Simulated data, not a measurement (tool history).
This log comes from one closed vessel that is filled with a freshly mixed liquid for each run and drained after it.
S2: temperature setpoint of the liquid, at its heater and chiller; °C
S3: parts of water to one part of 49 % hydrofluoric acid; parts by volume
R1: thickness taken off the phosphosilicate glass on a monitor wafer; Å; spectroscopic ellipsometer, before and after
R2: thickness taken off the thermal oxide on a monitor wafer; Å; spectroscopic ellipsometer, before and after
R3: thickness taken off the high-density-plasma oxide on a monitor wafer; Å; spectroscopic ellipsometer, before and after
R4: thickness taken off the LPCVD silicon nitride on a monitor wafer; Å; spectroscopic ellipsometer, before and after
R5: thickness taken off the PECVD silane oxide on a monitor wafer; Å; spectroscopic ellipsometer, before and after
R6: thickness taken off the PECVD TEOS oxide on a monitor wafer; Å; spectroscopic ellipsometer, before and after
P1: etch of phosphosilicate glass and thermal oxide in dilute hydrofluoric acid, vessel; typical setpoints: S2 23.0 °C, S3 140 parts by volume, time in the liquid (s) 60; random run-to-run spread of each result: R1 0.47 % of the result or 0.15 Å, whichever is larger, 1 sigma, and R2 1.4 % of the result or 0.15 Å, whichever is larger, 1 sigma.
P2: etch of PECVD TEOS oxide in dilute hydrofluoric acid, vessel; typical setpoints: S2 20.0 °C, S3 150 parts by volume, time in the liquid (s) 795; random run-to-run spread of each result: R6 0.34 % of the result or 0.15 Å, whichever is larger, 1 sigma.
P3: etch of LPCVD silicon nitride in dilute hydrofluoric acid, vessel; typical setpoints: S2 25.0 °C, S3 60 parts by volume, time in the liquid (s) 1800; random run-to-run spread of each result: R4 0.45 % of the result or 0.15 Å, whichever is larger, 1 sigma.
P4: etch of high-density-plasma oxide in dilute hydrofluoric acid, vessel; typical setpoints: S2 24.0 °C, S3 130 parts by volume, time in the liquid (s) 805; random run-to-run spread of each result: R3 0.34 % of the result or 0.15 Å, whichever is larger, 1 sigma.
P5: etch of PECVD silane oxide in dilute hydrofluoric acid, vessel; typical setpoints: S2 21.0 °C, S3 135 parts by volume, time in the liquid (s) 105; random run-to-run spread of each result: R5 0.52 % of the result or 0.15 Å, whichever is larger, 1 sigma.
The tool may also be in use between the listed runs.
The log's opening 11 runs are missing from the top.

{"run": 12, "hour": 158.8, "process that ran": "P2", "S2": 20.0, "S3": 150, "time in the liquid (s)": 795, "R6": 361.25}
{"run": 13, "hour": 177.3, "process that ran": "P4", "S2": 24.0, "S3": 45, "time in the liquid (s)": 805, "R3": 1639.8}
{"run": 14, "hour": 190.4, "process that ran": "P1", "S2": 19.5, "S3": 140, "time in the liquid (s)": 30, "R1": 159.99, "R2": 8.671}
{"run": 15, "hour": 204.8, "process that ran": "P1", "S2": 30.5, "S3": 70, "time in the liquid (s)": 60, "R1": 1089.0, "R2": 56.323}
{"run": 16, "hour": 221.7, "process that ran": "P1", "S2": 23.0, "S3": 65, "time in the liquid (s)": 60, "R1": 875.66, "R2": 47.58}
{"run": 17, "hour": 239.5, "process that ran": "P2", "S2": 20.0, "S3": 150, "time in the liquid (s)": 55, "R6": 24.822}
{"run": 18, "hour": 251.7, "process that ran": "P2", "S2": 20.0, "S3": 265, "time in the liquid (s)": 795, "R6": 181.92}
{"run": 19, "hour": 265.9, "process that ran": "P3", "S2": 25.0, "S3": 105, "time in the liquid (s)": 1800, "R4": 98.698}
{"run": 20, "hour": 275.7, "process that ran": "P1", "S2": 23.0, "S3": 140, "time in the liquid (s)": 60, "R1": 369.29, "R2": 19.295}
{"run": 21, "hour": 289.5, "process that ran": "P1", "S2": 23.0, "S3": 140, "time in the liquid (s)": 60, "R1": 372.11, "R2": 20.082}
{"run": 22, "hour": 307.6, "process that ran": "P1", "S2": 23.0, "S3": 250, "time in the liquid (s)": 60, "R1": 183.35, "R2": 9.6433}
{"run": 23, "hour": 318.8, "process that ran": "P5", "S2": 21.0, "S3": 135, "time in the liquid (s)": 200, "R5": 190.63}
{"run": 24, "hour": 336.1, "process that ran": "P2", "S2": 17.0, "S3": 150, "time in the liquid (s)": 795, "R6": 318.06}
{"run": 25, "hour": 352.0, "process that ran": "P1", "S2": 23.0, "S3": 140, "time in the liquid (s)": 60, "R1": 372.28, "R2": 19.874}
{"run": 26, "hour": 368.3, "process that ran": "P5", "S2": 21.0, "S3": 135, "time in the liquid (s)": 105, "R5": 100.31}
{"run": 27, "hour": 377.8, "process that ran": "P5", "S2": 21.0, "S3": 135, "time in the liquid (s)": 105, "R5": 100.02}
{"run": 28, "hour": 389.4, "process that ran": "P1", "S2": 18.5, "S3": 140, "time in the liquid (s)": 60, "R1": 311.23, "R2": 16.804}
{"run": 29, "hour": 401.9, "process that ran": "P5", "S2": 21.0, "S3": 75, "time in the liquid (s)": 105, "R5": 194.66}
{"run": 30, "hour": 418.2, "process that ran": "P4", "S2": 30.5, "S3": 130, "time in the liquid (s)": 805, "R3": 658.31}
{"run": 31, "hour": 435.2, "process that ran": "P1", "S2": 23.0, "S3": 140, "time in the liquid (s)": 60, "R1": 370.14, "R2": 19.187}
{"run": 32, "hour": 453.0, "process that ran": "P1", "S2": 23.0, "S3": 140, "time in the liquid (s)": 110, "R1": 678.37, "R2": 36.282}
{"run": 33, "hour": 471.2, "process that ran": "P3", "S2": 29.5, "S3": 60, "time in the liquid (s)": 1800, "R4": 230.09}
{"run": 34, "hour": 480.5, "process that ran": "P1", "S2": 23.0, "S3": 140, "time in the liquid (s)": 60, "R1": 372.41, "R2": 20.436}

Run 35 comes next. What will it give?
{"run": 35, "hour": 496.2, "process that ran": "P1", "S2": 23.0, "S3": 140, "time in the liquid (s)": 60, "R1": "?", "R2": "?"}

{"run 35": {"R1": 386.38, "R2": 21.376}}

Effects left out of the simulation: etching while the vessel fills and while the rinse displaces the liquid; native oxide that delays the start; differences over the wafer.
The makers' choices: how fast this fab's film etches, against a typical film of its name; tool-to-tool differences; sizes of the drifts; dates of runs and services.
